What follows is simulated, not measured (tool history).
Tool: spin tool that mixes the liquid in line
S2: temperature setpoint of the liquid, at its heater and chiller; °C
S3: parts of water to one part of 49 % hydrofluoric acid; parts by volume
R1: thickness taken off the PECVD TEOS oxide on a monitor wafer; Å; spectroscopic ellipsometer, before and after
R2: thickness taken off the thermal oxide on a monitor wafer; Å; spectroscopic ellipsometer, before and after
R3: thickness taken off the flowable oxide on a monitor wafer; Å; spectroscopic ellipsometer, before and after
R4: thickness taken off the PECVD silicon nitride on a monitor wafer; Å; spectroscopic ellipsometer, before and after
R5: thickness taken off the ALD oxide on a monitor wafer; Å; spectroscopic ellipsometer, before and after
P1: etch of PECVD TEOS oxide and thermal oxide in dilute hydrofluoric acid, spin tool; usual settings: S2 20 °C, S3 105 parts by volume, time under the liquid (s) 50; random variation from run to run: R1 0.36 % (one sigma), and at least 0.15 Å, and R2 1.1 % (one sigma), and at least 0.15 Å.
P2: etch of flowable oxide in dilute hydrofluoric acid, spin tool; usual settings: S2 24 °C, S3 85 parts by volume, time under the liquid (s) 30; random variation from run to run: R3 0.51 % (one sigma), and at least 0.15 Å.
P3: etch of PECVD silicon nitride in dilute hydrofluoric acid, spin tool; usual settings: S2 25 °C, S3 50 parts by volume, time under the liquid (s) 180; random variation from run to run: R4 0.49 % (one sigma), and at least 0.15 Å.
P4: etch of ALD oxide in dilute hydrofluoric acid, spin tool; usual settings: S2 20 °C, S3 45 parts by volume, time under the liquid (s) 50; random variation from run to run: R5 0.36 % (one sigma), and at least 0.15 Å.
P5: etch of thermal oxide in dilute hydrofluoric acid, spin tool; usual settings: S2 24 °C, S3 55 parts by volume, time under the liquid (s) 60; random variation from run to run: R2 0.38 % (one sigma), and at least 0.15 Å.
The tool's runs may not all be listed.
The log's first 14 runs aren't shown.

run 15 hour=104.4 | process_that_ran=P4 S2=17 S3=45 time_under_the_liquid_(s)=50 | R5=167.04
run 16 hour=111.4 | process_that_ran=P1 S2=20 S3=55 time_under_the_liquid_(s)=50 | R1=185.55 R2=38.549
run 17 hour=119.5 | process_that_ran=P5 S2=24 S3=100 time_under_the_liquid_(s)=60 | R2=28.581
run 18 hour=123.7 | process_that_ran=P1 S2=20 S3=105 time_under_the_liquid_(s)=50 | R1=92.384 R2=18.968
run 19 hour=132.1 | process_that_ran=P1 S2=20 S3=105 time_under_the_liquid_(s)=50 | R1=92.358 R2=19.166
run 20 hour=136.3 | process_that_ran=P1 S2=20 S3=155 time_under_the_liquid_(s)=50 | R1=59.057 R2=12.481
run 21 hour=143.2 | process_that_ran=P3 S2=25 S3=85 time_under_the_liquid_(s)=180 | R4=41.603
run 22 hour=150.8 | process_that_ran=P1 S2=20 S3=105 time_under_the_liquid_(s)=50 | R1=91.205 R2=19.665
run 23 hour=156 | process_that_ran=P4 S2=20 S3=70 time_under_the_liquid_(s)=50 | R5=118.53
run 24 hour=160.5 | process_that_ran=P1 S2=17 S3=105 time_under_the_liquid_(s)=50 | R1=81.701 R2=17.322
run 25 hour=167.6 | process_that_ran=P3 S2=25 S3=50 time_under_the_liquid_(s)=265 | R4=102.97
run 26 hour=172.5 | process_that_ran=P4 S2=20 S3=45 time_under_the_liquid_(s)=50 | R5=189.92
run 27 hour=179.5 | process_that_ran=P2 S2=24 S3=85 time_under_the_liquid_(s)=30 | R3=157.47
run 28 hour=186.1 | process_that_ran=P4 S2=20 S3=45 time_under_the_liquid_(s)=15 | R5=57.109
run 29 hour=193.5 | process_that_ran=P3 S2=30 S3=50 time_under_the_liquid_(s)=180 | R4=97.17
run 30 hour=202.4 | process_that_ran=P2 S2=30.5 S3=85 time_under_the_liquid_(s)=30 | R3=201.8
run 31 hour=209.9 | process_that_ran=P5 S2=24 S3=55 time_under_the_liquid_(s)=20 | R2=18.424
run 32 hour=213.9 | process_that_ran=P2 S2=24 S3=85 time_under_the_liquid_(s)=30 | R3=156.5

Run 33 comes next. What will it give?
run 33 hour=219 | process_that_ran=P1 S2=20 S3=105 time_under_the_liquid_(s)=50 | R1=? R2=?

Run 33 gave R1 92.403 Å, R2 19.857 Å.
